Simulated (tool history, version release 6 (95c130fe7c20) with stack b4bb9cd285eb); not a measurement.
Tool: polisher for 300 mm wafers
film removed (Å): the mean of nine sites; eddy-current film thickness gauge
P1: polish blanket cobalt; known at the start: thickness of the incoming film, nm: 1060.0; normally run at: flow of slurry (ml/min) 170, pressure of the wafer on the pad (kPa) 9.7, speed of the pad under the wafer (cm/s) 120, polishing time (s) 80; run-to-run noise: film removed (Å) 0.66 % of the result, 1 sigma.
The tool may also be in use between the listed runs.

| run | hour | flow of slurry (ml/min) | pressure of the wafer on the pad (kPa) | speed of the pad under the wafer (cm/s) | polishing time (s) | wafers polished on this pad | hours since the slurry nozzle was cleaned | hours since the head pressure was calibrated | film removed (Å) |
|---|---|---|---|---|---|---|---|---|---|
| 1 | 12.9 | 170 | 9.7 | 120 | 80 | 417 | 631.6 | 892.6 | 2819 |
| 2 | 29 | 250 | 9.7 | 120 | 80 | 513 | 647.7 | 908.7 | 2951 |
| 3 | 38.2 | 170 | 9.7 | 120 | 80 | 568 | 656.9 | 917.9 | 2812.3 |
| 4 | 48.4 | 170 | 9.7 | 120 | 48 | 628 | 667.1 | 928.1 | 1679.5 |
| 5 | 60.7 | 170 | 9.7 | 120 | 117 | 702 | 679.4 | 940.4 | 4103.7 |
|  | 69.6 | slurry nozzle cleaned |
| 6 | 76.6 | 170 | 9.7 | 120 | 80 | 797 | 7 | 956.3 | 2808.7 |
| 7 | 93.1 | 170 | 9.7 | 120 | 80 | 895 | 23.5 | 972.8 | 2803.9 |
| 8 | 107.5 | 170 | 4.8 | 120 | 80 | 981 | 37.9 | 987.2 | 1395.5 |
|  | 108.6 | head pressure recalibrated |
| 9 | 121.9 | 100 | 9.7 | 120 | 80 | 1067 | 52.3 | 13.3 | 2523.8 |
| 10 | 136.7 | 170 | 9.7 | 54 | 80 | 1155 | 67.1 | 28.1 | 1256.3 |
| 11 | 153 | 170 | 9.7 | 154 | 107 | 1252 | 83.4 | 44.4 | 4795.6 |
| 12 | 165.3 | 170 | 9.7 | 176 | 80 | 1326 | 95.7 | 56.7 | 4103.9 |
| 13 | 175.5 | 170 | 15.2 | 120 | 80 | 1386 | 105.9 | 66.9 | 4393.2 |
| 14 | 190.3 | 170 | 9.7 | 120 | 80 | 1475 | 120.7 | 81.7 | 2784.3 |
| 15 | 202.2 | 170 | 9.7 | 120 | 80 | 1546 | 132.6 | 93.6 | 2788.9 |
| 16 | 218.3 | 170 | 9.7 | 120 | 80 | 1642 | 148.7 | 109.7 | 2840.7 |
| 17 | 228.4 | 170 | 9.7 | 120 | 80 | 1702 | 158.8 | 119.8 | 2726.9 |
| 18 | 236.1 | 170 | 9.7 | 120 | 80 | 1748 | 166.5 | 127.5 | 2714.9 |
| 19 | 246.6 | 170 | 9.7 | 120 | 80 | 1810 | 177 | 138 | 2669.6 |
| 20 | 256.4 | 170 | 9.7 | 120 | 80 | 1869 | 186.8 | 147.8 | 2637.1 |
| 21 | 269 | 170 | 9.7 | 120 | 80 | 1944 | 199.4 | 160.4 | 2628.1 |
| 22 | 282.2 | 170 | 9.7 | 120 | 80 | 2023 | 212.6 | 173.6 | 2632 |
| 23 | 292.7 | 170 | 9.7 | 120 | 80 | 2085 | 223.1 | 184.1 | 2601.6 |
|  | 294.3 | head pressure recalibrated |
| 24 | 303 | 170 | 9.7 | 120 | 80 | 2147 | 233.4 | 8.8 | 2573.9 |
| 25 | 313 | 170 | 9.7 | 120 | 80 | 2206 | 243.4 | 18.8 | 2578.2 |
| 26 | 324.3 | 170 | 9.7 | 120 | 80 | 2274 | 254.7 | 30.1 | 2588.7 |
| 27 | 338.4 | 170 | 9.7 | 120 | 80 | 2358 | 268.8 | 44.2 | 2573.4 |

P1 no longer gives what it gave before; its output has crept away from where it was. The following 2 causes, each at its listed size, fit the log equally well:
A: removal rate lost through wear of the pad, % = 7.69
B: slurry flow missing at the pad, % = 34.6
The creep began at about hour 218.3.
Why every other cause is out:
head's pressure below its setpoint, %: serviced after onset, at hour 294.3, with no recovery of the prior output

You are offered 4 check runs, listed below with question marks in place of their results; each one averages 2 wafers. Which run separates the listed causes by giving clearly different results for each?
| check 1 | 352.5 | 170 | 4.8 | 86 | 80 |  |  |  | ? |
| check 2 | 352.5 | 170 | 7.6 | 120 | 80 |  |  |  | ? |
| check 3 | 352.5 | 170 | 9.7 | 172 | 109 |  |  |  | ? |
| check 4 | 352.5 | 115 | 9.7 | 120 | 113 |  |  |  | ? |

Check results expected under each cause:
| check | result | if A | if B |
|---|---|---|---|
| check 1 | film removed (Å) | 927.56 | 927.58 |
| check 2 | film removed (Å) | 2033.8 | 2033.9 |
| check 3 | film removed (Å) | 5055.2 | 5055.3 |
| check 4 | film removed (Å) | 3400.8 | 3289.3 |
Minimum pairwise separation of causes per check, each pair taken at its best-separating result: check 1 0 %; check 2 0 %; check 3 0 %; check 4 3.33 %
The causes can be told apart only by check 4. The other checks would give nearly the same results under each of them.

Here is what check 4 returned: film removed (Å) 3419. Which cause is it?

A is the cause: removal rate lost through wear of the pad, %.
